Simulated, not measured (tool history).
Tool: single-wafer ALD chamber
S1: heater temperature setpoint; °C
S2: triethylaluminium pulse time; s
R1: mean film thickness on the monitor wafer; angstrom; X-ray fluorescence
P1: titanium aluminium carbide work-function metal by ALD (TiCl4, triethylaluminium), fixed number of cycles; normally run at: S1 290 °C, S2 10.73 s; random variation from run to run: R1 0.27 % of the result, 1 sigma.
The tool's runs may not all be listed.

| run | day | S1 | S2 | R1 |
|---|---|---|---|---|
| 1 | 0.408 | 290 | 10.73 | 19.269 |
| 2 | 0.700 | 270 | 10.73 | 17.600 |
| 3 | 0.929 | 290 | 3.67 | 14.284 |
| 4 | 1.279 | 290 | 17.34 | 19.860 |
| 5 | 1.650 | 313 | 10.73 | 21.239 |
|  | 1.788 | thermocouple changed; heater temperature recalibrated |
| 6 | 1.938 | 290 | 10.73 | 19.422 |
| 7 | 2.254 | 290 | 10.73 | 19.345 |
|  | 2.371 | triethylaluminium bottle replaced |
| 8 | 2.629 | 276 | 5.11 | 15.358 |
| 9 | 2.846 | 290 | 10.73 | 19.281 |
| 10 | 3.092 | 290 | 10.73 | 19.394 |
| 11 | 3.575 | 290 | 10.73 | 19.338 |
| 12 | 3.900 | 290 | 10.73 | 19.373 |
| 13 | 4.129 | 290 | 10.73 | 19.389 |
| 14 | 4.350 | 290 | 10.73 | 19.194 |
| 15 | 4.825 | 290 | 10.73 | 18.908 |
| 16 | 5.208 | 290 | 10.73 | 18.804 |

The next listed run, before its measurement:
| 17 | 5.446 | 290 | 10.73 | ? |

R1: 18.862 angstrom

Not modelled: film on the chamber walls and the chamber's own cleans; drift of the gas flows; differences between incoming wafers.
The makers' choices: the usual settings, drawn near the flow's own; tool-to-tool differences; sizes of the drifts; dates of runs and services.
